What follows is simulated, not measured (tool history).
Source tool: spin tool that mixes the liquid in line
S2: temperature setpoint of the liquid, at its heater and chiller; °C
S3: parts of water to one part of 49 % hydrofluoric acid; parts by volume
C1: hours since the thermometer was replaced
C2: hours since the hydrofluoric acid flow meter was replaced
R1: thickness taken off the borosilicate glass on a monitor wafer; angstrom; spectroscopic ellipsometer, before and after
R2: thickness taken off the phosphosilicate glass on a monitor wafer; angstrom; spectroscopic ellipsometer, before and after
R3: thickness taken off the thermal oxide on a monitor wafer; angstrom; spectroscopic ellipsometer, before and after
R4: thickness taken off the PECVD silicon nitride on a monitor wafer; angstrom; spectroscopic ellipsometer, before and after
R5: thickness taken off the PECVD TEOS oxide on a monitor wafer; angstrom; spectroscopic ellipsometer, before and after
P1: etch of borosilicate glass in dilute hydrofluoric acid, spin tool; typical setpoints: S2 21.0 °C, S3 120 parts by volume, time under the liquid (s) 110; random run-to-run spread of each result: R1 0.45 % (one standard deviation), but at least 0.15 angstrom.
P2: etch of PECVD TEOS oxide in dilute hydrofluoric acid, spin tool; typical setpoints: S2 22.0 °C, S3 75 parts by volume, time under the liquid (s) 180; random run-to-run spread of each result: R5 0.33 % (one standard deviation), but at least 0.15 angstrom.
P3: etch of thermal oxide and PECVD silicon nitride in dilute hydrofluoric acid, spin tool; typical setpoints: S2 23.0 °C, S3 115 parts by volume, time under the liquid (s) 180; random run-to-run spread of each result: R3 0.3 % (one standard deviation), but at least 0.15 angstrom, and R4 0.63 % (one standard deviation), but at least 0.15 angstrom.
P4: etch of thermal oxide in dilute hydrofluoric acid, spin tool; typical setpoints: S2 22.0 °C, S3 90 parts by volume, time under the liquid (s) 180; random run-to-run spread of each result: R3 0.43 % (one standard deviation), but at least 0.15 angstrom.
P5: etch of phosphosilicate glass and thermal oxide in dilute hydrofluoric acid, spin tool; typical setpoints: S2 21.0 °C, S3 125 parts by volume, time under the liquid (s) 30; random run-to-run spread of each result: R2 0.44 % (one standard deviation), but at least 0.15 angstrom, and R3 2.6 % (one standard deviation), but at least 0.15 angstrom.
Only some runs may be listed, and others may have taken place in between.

Run 1, day 0.275: process that ran P1, S2 21.0 °C, S3 120 parts by volume, time under the liquid (s) 110; C1 702.1; C2 220.7. Result: R1 204.630 angstrom.
Run 2, day 0.475: process that ran P1, S2 17.0 °C, S3 120 parts by volume, time under the liquid (s) 110; C1 706.9; C2 225.5. Result: R1 174.440 angstrom.
Run 3, day 0.746: process that ran P1, S2 21.0 °C, S3 70 parts by volume, time under the liquid (s) 15; C1 713.4; C2 232.0. Result: R1 50.926 angstrom.
Run 4, day 0.879: process that ran P5, S2 27.5 °C, S3 125 parts by volume, time under the liquid (s) 30; C1 716.6; C2 235.2. Result: R2 295.61 angstrom, R3 13.2640 angstrom.
Run 5, day 1.121: process that ran P1, S2 21.0 °C, S3 120 parts by volume, time under the liquid (s) 180; C1 722.4; C2 241.0. Result: R1 336.380 angstrom.
Run 6, day 1.346: process that ran P3, S2 23.0 °C, S3 115 parts by volume, time under the liquid (s) 180; C1 727.8; C2 246.4. Result: R3 69.1170 angstrom, R4 40.169 angstrom.
Run 7, day 1.504: process that ran P4, S2 22.0 °C, S3 90 parts by volume, time under the liquid (s) 15; C1 731.6; C2 250.2. Result: R3 7.1636 angstrom.
Run 8, day 1.696: process that ran P2, S2 22.0 °C, S3 75 parts by volume, time under the liquid (s) 180; C1 736.2; C2 254.8. Result: R5 193.860 angstrom.
Run 9, day 1.850: process that ran P1, S2 21.0 °C, S3 120 parts by volume, time under the liquid (s) 20; C1 739.9; C2 258.5. Result: R1 37.159 angstrom.
Run 10, day 2.075: process that ran P2, S2 28.0 °C, S3 75 parts by volume, time under the liquid (s) 180; C1 745.3; C2 263.9. Result: R5 247.270 angstrom.
Run 11, day 2.325: process that ran P2, S2 22.0 °C, S3 75 parts by volume, time under the liquid (s) 15; C1 751.3; C2 269.9. Result: R5 16.028 angstrom.
Run 12, day 2.542: process that ran P3, S2 23.0 °C, S3 115 parts by volume, time under the liquid (s) 55; C1 756.5; C2 275.1. Result: R3 21.0920 angstrom, R4 12.168 angstrom.
Run 13, day 2.700: process that ran P5, S2 21.0 °C, S3 40 parts by volume, time under the liquid (s) 30; C1 760.3; C2 278.9. Result: R2 791.31 angstrom, R3 33.7020 angstrom.
Run 14, day 2.983: process that ran P5, S2 21.0 °C, S3 125 parts by volume, time under the liquid (s) 15; C1 767.1; C2 285.7. Result: R2 115.49 angstrom, R3 4.8713 angstrom.
At day 3.171: thermometer replaced.
Run 15, day 3.225: process that ran P1, S2 17.0 °C, S3 120 parts by volume, time under the liquid (s) 50; C1 1.3; C2 291.5. Result: R1 78.716 angstrom.
Run 16, day 3.392: process that ran P1, S2 21.0 °C, S3 120 parts by volume, time under the liquid (s) 110; C1 5.3; C2 295.5. Result: R1 204.950 angstrom.
Run 17, day 3.608: process that ran P4, S2 22.0 °C, S3 165 parts by volume, time under the liquid (s) 180; C1 10.5; C2 300.7. Result: R3 45.4270 angstrom.
Run 18, day 3.896: process that ran P1, S2 21.0 °C, S3 120 parts by volume, time under the liquid (s) 110; C1 17.4; C2 307.6. Result: R1 203.730 angstrom.
Run 19, day 4.088: process that ran P1, S2 25.0 °C, S3 120 parts by volume, time under the liquid (s) 110; C1 22.0; C2 312.2. Result: R1 240.930 angstrom.
Run 20, day 4.229: process that ran P1, S2 21.0 °C, S3 55 parts by volume, time under the liquid (s) 110; C1 25.4; C2 315.6. Result: R1 482.850 angstrom.
Run 21, day 4.388: process that ran P1, S2 25.0 °C, S3 60 parts by volume, time under the liquid (s) 110; C1 29.2; C2 319.4. Result: R1 518.620 angstrom.
Run 22, day 4.592: process that ran P3, S2 23.0 °C, S3 185 parts by volume, time under the liquid (s) 180; C1 34.1; C2 324.3. Result: R3 39.3880 angstrom, R4 24.974 angstrom.
Run 23, day 4.750: process that ran P3, S2 17.5 °C, S3 115 parts by volume, time under the liquid (s) 180; C1 37.9; C2 328.1. Result: R3 55.3760 angstrom, R4 28.117 angstrom.
Run 24, day 5.008: process that ran P4, S2 22.0 °C, S3 90 parts by volume, time under the liquid (s) 180; C1 44.1; C2 334.3. Result: R3 89.6030 angstrom.
Run 25, day 5.217: process that ran P4, S2 17.0 °C, S3 90 parts by volume, time under the liquid (s) 180; C1 49.1; C2 339.3. Result: R3 73.7700 angstrom.
Run 26, day 5.371: process that ran P2, S2 22.0 °C, S3 30 parts by volume, time under the liquid (s) 180; C1 52.8; C2 343.0. Result: R5 513.990 angstrom.
Run 27, day 5.525: process that ran P2, S2 22.0 °C, S3 75 parts by volume, time under the liquid (s) 180; C1 56.5; C2 346.7. Result: R5 195.070 angstrom.
Run 28, day 5.817: process that ran P1, S2 21.0 °C, S3 120 parts by volume, time under the liquid (s) 110; C1 63.5; C2 353.7. Result: R1 204.760 angstrom.
Run 29, day 6.012: process that ran P5, S2 21.0 °C, S3 125 parts by volume, time under the liquid (s) 30; C1 68.2; C2 358.4. Result: R2 230.09 angstrom, R3 10.1690 angstrom.
Run 30, day 6.183: process that ran P1, S2 21.0 °C, S3 195 parts by volume, time under the liquid (s) 110; C1 72.3; C2 362.5. Result: R1 115.960 angstrom.
Run 31, day 6.446: process that ran P1, S2 21.0 °C, S3 120 parts by volume, time under the liquid (s) 110; C1 78.6; C2 368.8. Result: R1 204.360 angstrom.
Run 32, day 6.596: process that ran P1, S2 21.0 °C, S3 120 parts by volume, time under the liquid (s) 110; C1 82.2; C2 372.4. Result: R1 198.530 angstrom.
Run 33, day 6.808: process that ran P1, S2 21.0 °C, S3 120 parts by volume, time under the liquid (s) 110; C1 87.3; C2 377.5. Result: R1 196.490 angstrom.
Run 34, day 6.988: process that ran P1, S2 21.0 °C, S3 120 parts by volume, time under the liquid (s) 110; C1 91.6; C2 381.8. Result: R1 193.010 angstrom.
Run 35, day 7.150: process that ran P1, S2 21.0 °C, S3 120 parts by volume, time under the liquid (s) 110; C1 95.5; C2 385.7. Result: R1 190.860 angstrom.
Run 36, day 7.333: process that ran P1, S2 21.0 °C, S3 120 parts by volume, time under the liquid (s) 110; C1 99.9; C2 390.1. Result: R1 189.830 angstrom.
Run 37, day 7.554: process that ran P1, S2 21.0 °C, S3 120 parts by volume, time under the liquid (s) 110; C1 105.2; C2 395.4. Result: R1 188.520 angstrom.
Run 38, day 7.838: process that ran P1, S2 21.0 °C, S3 120 parts by volume, time under the liquid (s) 110; C1 112.0; C2 402.2. Result: R1 188.430 angstrom.
Run 39, day 7.983: process that ran P1, S2 21.0 °C, S3 120 parts by volume, time under the liquid (s) 110; C1 115.5; C2 405.7. Result: R1 189.280 angstrom.
Run 40, day 8.121: process that ran P1, S2 21.0 °C, S3 120 parts by volume, time under the liquid (s) 110; C1 118.8; C2 409.0. Result: R1 188.230 angstrom.

The log shows P1 creeping away from where it was. Any of the 2 causes listed here, at the size stated for it, fits the log just as well as the others:
A: hydrofluoric acid flow below the setpoint (%) = 6.94
B: liquid colder than its thermometer reads (K) = 2.02
Creep in the process output first set in at about day 6.446.

Of the 4 check runs below, each run on 2 wafers with the results averaged and each result still a question mark, which one would tell the listed causes apart?
Run check 1, day 8.258: process that ran P2, S2 25.0 °C, S3 75 parts by volume, time under the liquid (s) 70. Result: R5 ?.
Run check 2, day 8.258: process that ran P3, S2 23.0 °C, S3 115 parts by volume, time under the liquid (s) 85. Result: R3 ?, R4 ?.
Run check 3, day 8.258: process that ran P5, S2 21.0 °C, S3 65 parts by volume, time under the liquid (s) 15. Result: R2 ?, R3 ?.
Run check 4, day 8.258: process that ran P4, S2 17.0 °C, S3 125 parts by volume, time under the liquid (s) 180. Result: R3 ?.

Predicted outcomes, by check and by cause:
  check  result     if A     if B
check 1      R5   78.830   78.644
check 2      R3  30.0510  30.0900
check 2      R4   17.747   16.653
check 3      R2   219.21   217.66
check 3      R3   9.4401   9.3731
check 4      R3  46.8030  46.6350
Per-check spread between the two closest causes, in the result where they differ most: check 1 0.24 %; check 2 6.36 %; check 3 0.71 %; check 4 0.36 %
The causes can be told apart only by check 2. The other checks would give nearly the same results under each of them.

Check 2 was then run and gave: R3 30.1180 angstrom; R4 16.719 angstrom. Which cause is it?

Of the candidate causes, it is B: liquid colder than its thermometer reads (K).
